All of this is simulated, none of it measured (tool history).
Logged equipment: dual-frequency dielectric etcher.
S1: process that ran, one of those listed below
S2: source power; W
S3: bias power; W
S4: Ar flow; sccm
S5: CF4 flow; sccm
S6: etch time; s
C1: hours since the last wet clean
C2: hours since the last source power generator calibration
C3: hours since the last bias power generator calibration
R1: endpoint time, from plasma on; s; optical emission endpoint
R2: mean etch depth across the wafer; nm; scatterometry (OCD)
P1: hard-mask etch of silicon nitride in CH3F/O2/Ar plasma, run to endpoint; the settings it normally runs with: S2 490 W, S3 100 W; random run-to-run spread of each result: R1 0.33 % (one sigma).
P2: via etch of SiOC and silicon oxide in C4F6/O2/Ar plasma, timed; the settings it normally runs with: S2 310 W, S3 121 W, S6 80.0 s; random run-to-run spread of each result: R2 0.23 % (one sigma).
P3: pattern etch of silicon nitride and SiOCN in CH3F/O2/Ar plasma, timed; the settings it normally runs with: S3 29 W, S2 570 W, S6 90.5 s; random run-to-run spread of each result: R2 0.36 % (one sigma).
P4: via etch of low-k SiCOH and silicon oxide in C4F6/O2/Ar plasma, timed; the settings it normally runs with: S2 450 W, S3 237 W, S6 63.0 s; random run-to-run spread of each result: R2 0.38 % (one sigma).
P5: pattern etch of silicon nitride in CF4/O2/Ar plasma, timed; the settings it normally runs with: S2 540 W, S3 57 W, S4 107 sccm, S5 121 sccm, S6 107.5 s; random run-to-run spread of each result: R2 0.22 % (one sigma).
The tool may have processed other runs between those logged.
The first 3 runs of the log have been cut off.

run,day,S1,S2,S3,S4,S5,S6,C1,C2,C3,R1,R2
4,0.596,P1,490,66,,,,297.6,1608.1,1265.6,60.914,
5,0.725,P1,490,100,,,,300.7,1611.2,1268.7,52.905,
6,0.838,P1,660,130,,,,303.4,1613.9,1271.4,42.835,
7,1.046,P1,490,100,,,,308.4,1618.9,1276.4,53.076,
8,1.262,P4,450,237,,,63.0,313.6,1624.1,1281.6,,205.7400
9,1.412,P4,450,237,,,85.0,317.2,1627.7,1285.2,,278.9000
10,1.621,P1,490,100,,,,322.2,1632.7,1290.2,52.916,
11,1.783,P3,370,29,,,90.5,326.1,1636.6,1294.1,,13.7340
12,1.958,P2,310,73,,,80.0,330.3,1640.8,1298.3,,62.1730
13,2.129,P5,540,57,148,121,107.5,334.4,1644.9,1302.4,,219.0300
14,2.233,P1,490,100,,,,336.9,1647.4,1304.9,52.736,
15,2.392,P3,570,36,,,90.5,340.7,1651.2,1308.7,,17.5810
16,2.625,P5,540,57,107,121,107.5,346.3,1656.8,1314.3,,227.9800
17,2.842,P1,490,125,,,,351.5,1662.0,1319.5,48.772,
18,2.950,P4,450,323,,,63.0,354.1,1664.6,1322.1,,230.2200
19,3.129,P2,240,121,,,80.0,358.4,1668.9,1326.4,,64.6120
20,3.350,P4,620,237,,,63.0,363.7,1674.2,1331.7,,234.1900
21,3.546,P5,540,80,107,121,107.5,368.4,1678.9,1336.4,,260.3600
22,3.746,P3,570,29,,,50.0,373.2,1683.7,1341.2,,8.7782
23,3.933,P3,570,29,,,90.5,377.7,1688.2,1345.7,,15.9180
24,4.138,P3,570,29,,,90.5,382.6,1693.1,1350.6,,15.8670
25,4.267,P4,450,237,,,63.0,385.7,1696.2,1353.7,,205.1300
26,4.388,P5,410,57,107,121,107.5,388.6,1699.1,1356.6,,179.2300

Run 27 has not been measured yet. What should we expect?
27,4.571,P2,310,121,,,99.0,393.0,1703.5,1361.0,,?

{"run 27": {"R2": 88.699}}
